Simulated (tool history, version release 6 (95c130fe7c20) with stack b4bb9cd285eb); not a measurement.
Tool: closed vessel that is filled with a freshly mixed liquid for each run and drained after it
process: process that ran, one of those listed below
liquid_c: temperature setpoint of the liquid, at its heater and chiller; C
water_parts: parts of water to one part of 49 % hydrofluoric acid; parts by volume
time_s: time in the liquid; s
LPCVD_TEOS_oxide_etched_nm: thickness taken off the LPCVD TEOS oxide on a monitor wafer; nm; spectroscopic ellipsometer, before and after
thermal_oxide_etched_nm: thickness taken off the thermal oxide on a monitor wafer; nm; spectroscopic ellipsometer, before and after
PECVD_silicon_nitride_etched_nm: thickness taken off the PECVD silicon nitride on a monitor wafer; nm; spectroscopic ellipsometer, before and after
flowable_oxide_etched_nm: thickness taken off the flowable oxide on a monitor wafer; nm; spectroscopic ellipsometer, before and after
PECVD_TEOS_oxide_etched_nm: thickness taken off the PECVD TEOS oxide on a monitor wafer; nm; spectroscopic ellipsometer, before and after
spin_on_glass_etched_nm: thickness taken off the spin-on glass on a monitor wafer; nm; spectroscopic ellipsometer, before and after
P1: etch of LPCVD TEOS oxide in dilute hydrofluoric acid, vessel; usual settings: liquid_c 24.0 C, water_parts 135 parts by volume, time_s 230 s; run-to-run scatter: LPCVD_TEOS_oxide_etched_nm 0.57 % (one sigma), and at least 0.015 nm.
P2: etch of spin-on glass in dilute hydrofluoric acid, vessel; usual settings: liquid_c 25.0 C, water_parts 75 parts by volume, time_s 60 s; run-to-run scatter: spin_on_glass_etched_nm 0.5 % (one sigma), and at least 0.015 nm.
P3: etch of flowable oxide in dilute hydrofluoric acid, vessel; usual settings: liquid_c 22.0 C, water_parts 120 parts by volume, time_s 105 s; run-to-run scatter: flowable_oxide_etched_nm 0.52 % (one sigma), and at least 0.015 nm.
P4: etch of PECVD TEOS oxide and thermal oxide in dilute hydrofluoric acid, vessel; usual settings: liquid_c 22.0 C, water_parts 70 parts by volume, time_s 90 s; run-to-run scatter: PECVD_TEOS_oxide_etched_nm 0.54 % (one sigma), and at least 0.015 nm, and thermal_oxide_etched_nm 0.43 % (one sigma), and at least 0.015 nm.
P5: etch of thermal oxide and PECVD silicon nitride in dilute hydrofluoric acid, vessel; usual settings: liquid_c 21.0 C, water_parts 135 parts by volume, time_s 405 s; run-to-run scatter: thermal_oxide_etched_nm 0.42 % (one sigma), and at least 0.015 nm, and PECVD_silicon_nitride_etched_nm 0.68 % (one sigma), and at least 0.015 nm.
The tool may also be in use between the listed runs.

run,hour,process,liquid_c,water_parts,time_s,LPCVD_TEOS_oxide_etched_nm,thermal_oxide_etched_nm,PECVD_silicon_nitride_etched_nm,flowable_oxide_etched_nm,PECVD_TEOS_oxide_etched_nm,spin_on_glass_etched_nm
1,5.5,P1,24.0,135,230,45.8840,,,,,
2,12.0,P5,21.0,135,705,,22.4990,7.2360,,,
3,21.5,P3,30.5,120,105,,,,44.8910,,
4,29.2,P1,24.0,135,230,46.5220,,,,,
5,34.7,P4,22.0,70,90,,5.6282,,,17.583,
6,39.3,P4,22.0,70,40,,2.4865,,,7.873,
7,45.6,P2,25.0,20,60,,,,,,137.090
8,51.1,P5,21.0,135,405,,12.8280,4.1090,,,
9,59.2,P4,22.0,45,90,,8.9428,,,27.933,
10,64.5,P2,25.0,75,60,,,,,,33.663
11,73.5,P1,24.0,135,230,46.1780,,,,,
12,78.8,P1,24.0,135,230,46.4560,,,,,
13,83.9,P3,22.0,120,30,,,,9.2313,,
14,91.3,P3,22.0,180,105,,,,20.3250,,
15,98.5,P4,22.0,70,90,,5.5735,,,17.676,
16,102.9,P5,21.0,235,405,,6.7338,2.4049,,,
17,108.7,P1,19.0,135,330,53.9870,,,,,
18,115.9,P1,24.0,135,380,75.8760,,,,,
19,121.8,P1,17.0,135,230,34.5540,,,,,
20,131.1,P1,24.0,135,30,6.0406,,,,,
21,140.0,P2,25.0,75,30,,,,,,16.952
22,148.8,P3,22.0,120,105,,,,32.6140,,
23,155.6,P1,24.0,80,230,83.6510,,,,,
# hour 159.6: thermometer replaced
24,163.4,P2,29.5,75,60,,,,,,40.363
25,172.8,P4,17.0,70,90,,4.5260,,,14.162,
26,178.7,P1,29.0,135,230,55.2350,,,,,
27,183.6,P2,25.0,75,60,,,,,,33.542
28,188.2,P1,24.0,245,230,22.4730,,,,,
29,192.5,P5,27.0,135,405,,16.2400,6.0839,,,
30,197.2,P1,24.0,135,230,46.1440,,,,,
31,206.9,P1,24.0,135,230,44.0910,,,,,
32,215.6,P1,24.0,135,230,42.5530,,,,,
33,220.3,P1,24.0,135,230,42.8320,,,,,
34,228.3,P1,24.0,135,230,42.1500,,,,,
35,237.6,P1,24.0,135,230,42.0380,,,,,
36,241.9,P1,24.0,135,230,42.4610,,,,,

What P1 gives has crept away from where it was. These 2 causes fit the log equally well, each at the size given:
A: liquid colder than its thermometer reads (K) = 2.34
B: hydrofluoric acid flow below the setpoint (%) = 7.56
The creep began at about hour 197.2.

4 check runs are offered, one wafer each, their results left as question marks. Which one tells the causes apart?
check 1,246.2,P2,25.0,75,60,,,,,,?
check 2,246.2,P3,22.0,120,105,,,,?,,
check 3,246.2,P5,21.0,135,405,,?,?,,,
check 4,246.2,P4,22.0,70,90,,?,,,?,

What each check would give under each cause:
check,result,if A,if B
check 1,spin_on_glass_etched_nm,30.689,30.937
check 2,flowable_oxide_etched_nm,29.5450,29.6780
check 3,thermal_oxide_etched_nm,11.7740,11.8170
check 3,PECVD_silicon_nitride_etched_nm,3.5451,3.8424
check 4,thermal_oxide_etched_nm,5.0504,5.1105
check 4,PECVD_TEOS_oxide_etched_nm,15.936,16.125
How far apart the two closest causes lie, in the result that separates them most: check 1 0.8 %; check 2 0.45 %; check 3 8.05 %; check 4 1.18 %
Only check 3 tells the causes apart: in the others they would give nearly the same result.

Check 3 was then run and gave: thermal_oxide_etched_nm 11.7640 nm; PECVD_silicon_nitride_etched_nm 3.8343 nm. Which cause is it?

It is B: hydrofluoric acid flow below the setpoint (%).
